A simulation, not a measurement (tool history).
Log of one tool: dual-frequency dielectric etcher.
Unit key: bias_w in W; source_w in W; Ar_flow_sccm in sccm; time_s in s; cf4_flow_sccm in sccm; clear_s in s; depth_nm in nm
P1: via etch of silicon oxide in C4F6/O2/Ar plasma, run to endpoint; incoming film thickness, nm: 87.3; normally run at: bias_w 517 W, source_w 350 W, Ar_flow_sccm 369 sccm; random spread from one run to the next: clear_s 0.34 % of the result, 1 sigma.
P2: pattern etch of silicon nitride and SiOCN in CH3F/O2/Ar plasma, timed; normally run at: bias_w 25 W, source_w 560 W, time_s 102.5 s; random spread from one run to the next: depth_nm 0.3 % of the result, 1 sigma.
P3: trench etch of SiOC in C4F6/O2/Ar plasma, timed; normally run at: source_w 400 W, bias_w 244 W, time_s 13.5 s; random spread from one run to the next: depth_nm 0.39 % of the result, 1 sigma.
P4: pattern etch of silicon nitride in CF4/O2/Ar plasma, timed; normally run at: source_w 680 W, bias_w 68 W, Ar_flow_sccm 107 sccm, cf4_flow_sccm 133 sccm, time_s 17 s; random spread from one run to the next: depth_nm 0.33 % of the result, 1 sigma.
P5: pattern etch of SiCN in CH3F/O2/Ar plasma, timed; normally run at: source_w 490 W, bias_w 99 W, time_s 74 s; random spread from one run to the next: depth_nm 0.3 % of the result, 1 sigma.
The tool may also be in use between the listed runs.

run	hour	process	bias_w	source_w	Ar_flow_sccm	time_s	cf4_flow_sccm	clear_s	depth_nm
1	4.8	P1	517	350	369			20.897	
2	10.5	P5	71	490		74			30.446
3	16	P3	244	400		13.5			32.623
4	20.2	P4	68	680	72	17	133		49.063
5	24.1	P1	691	350	369			18.744	
6	31	P2	25	560		102.5			16.44
7	37.8	P4	68	680	107	17	109		46.087
8	41	P2	19	560		102.5			14.524
9	45.3	P1	517	350	369			21.006	
10	51	P2	25	710		102.5			17.808
11	54.8	P1	517	350	369			20.867	
12	58.9	P2	25	560		102.5			16.412
13	63.9	P3	244	570		13.5			37.511
14	70.5	P1	517	350	441			21.385	
15	77	P3	200	400		13.5			30.415
16	83.7	P1	517	260	440			23.729	
17	87.8	P5	99	490		74			34.46
# hour 88.5: source power generator calibrated
18	94.8	P1	517	450	369			19.071	
19	98.3	P4	68	900	107	17	133		59.854
20	105.4	P1	517	450	248			18.309	
21	112.3	P4	89	680	107	17	133		52.179
22	116.1	P3	244	400		7.5			18.127
23	119.9	P1	517	350	267			20.128	
24	125.6	P3	244	400		13.5			32.405
25	128.7	P1	517	350	369			21.072	
26	135.5	P4	68	680	107	9.5	133		26.282
27	139.1	P1	411	350	369			22.71	
28	145.9	P5	99	490		105.5			48.992
29	150.9	P1	517	350	369			20.89	
30	156.8	P2	25	560		135			21.546
31	163.3	P4	68	680	107	17	133		47.162
32	170.4	P5	99	490		74			34.495
33	176.4	P4	68	680	107	17	133		47.012
34	183.3	P1	377	440	369			21.646	
35	188.3	P5	99	350		74			30.442
36	193	P1	517	280	369			22.743	
37	196.9	P1	517	350	369			20.986	
38	203.6	P1	517	350	369			20.835	
39	209.4	P1	517	350	369			20.773	
40	216.3	P1	517	350	369			20.728	
41	221.2	P1	517	350	369			20.658	
# hour 223.3: Ar flow controller replaced
42	227	P1	517	350	369			20.66	
43	233.2	P1	517	350	369			20.608	
# hour 236.1: wet clean of the chamber
44	237.9	P1	517	350	369			20.569	
45	242.2	P1	517	350	369			20.535	
46	247.5	P1	517	350	369			20.562	
47	252.2	P1	517	350	369			20.569	
48	258.1	P1	517	350	369			20.495	

P1 has crept away from where it was. The log is fitted equally well by each of these 2 causes, at the sizes shown:
A: bias power that arrives over what is set, % = 4.52
B: source power that arrives over what is set, % = 4.67
The gradual shift began around hour 196.9.
Excluded causes, each with its reason:
chamber walls in a state that raises the etch rate, %: serviced at hour 236.1, after the change had begun; the process did not return to its earlier output
Ar flow that arrives under what is set, %: serviced at hour 223.3, after the change had begun; the process did not return to its earlier output

Consider the 4 check runs below, whose results appear as question marks and each of which averages 2 wafers. Which one distinguishes the causes, in that each cause would give it a clearly different result?
check 1	264	P2	25	560		102.5			?
check 2	264	P5	99	490		74			?
check 3	264	P3	244	400		13.5			?
check 4	264	P4	68	680	107	17	133		?

Check results expected under each cause:
check	result	if A	if B
check 1	depth_nm	16.713	16.646
check 2	depth_nm	34.988	35.002
check 3	depth_nm	32.931	33.014
check 4	depth_nm	47.849	48.956
Smallest distance between any two causes, each pair judged by its most separating result, in per cent: check 1 0.4 %; check 2 0.04 %; check 3 0.25 %; check 4 2.29 %
Check 4 distinguishes between the causes, while the remaining checks would return nearly the same result for all of them.

Running check 4 produced the following: depth_nm 49.048 nm. Which one of the listed causes fits?

The correct cause is B, namely: source power that arrives over what is set, %.

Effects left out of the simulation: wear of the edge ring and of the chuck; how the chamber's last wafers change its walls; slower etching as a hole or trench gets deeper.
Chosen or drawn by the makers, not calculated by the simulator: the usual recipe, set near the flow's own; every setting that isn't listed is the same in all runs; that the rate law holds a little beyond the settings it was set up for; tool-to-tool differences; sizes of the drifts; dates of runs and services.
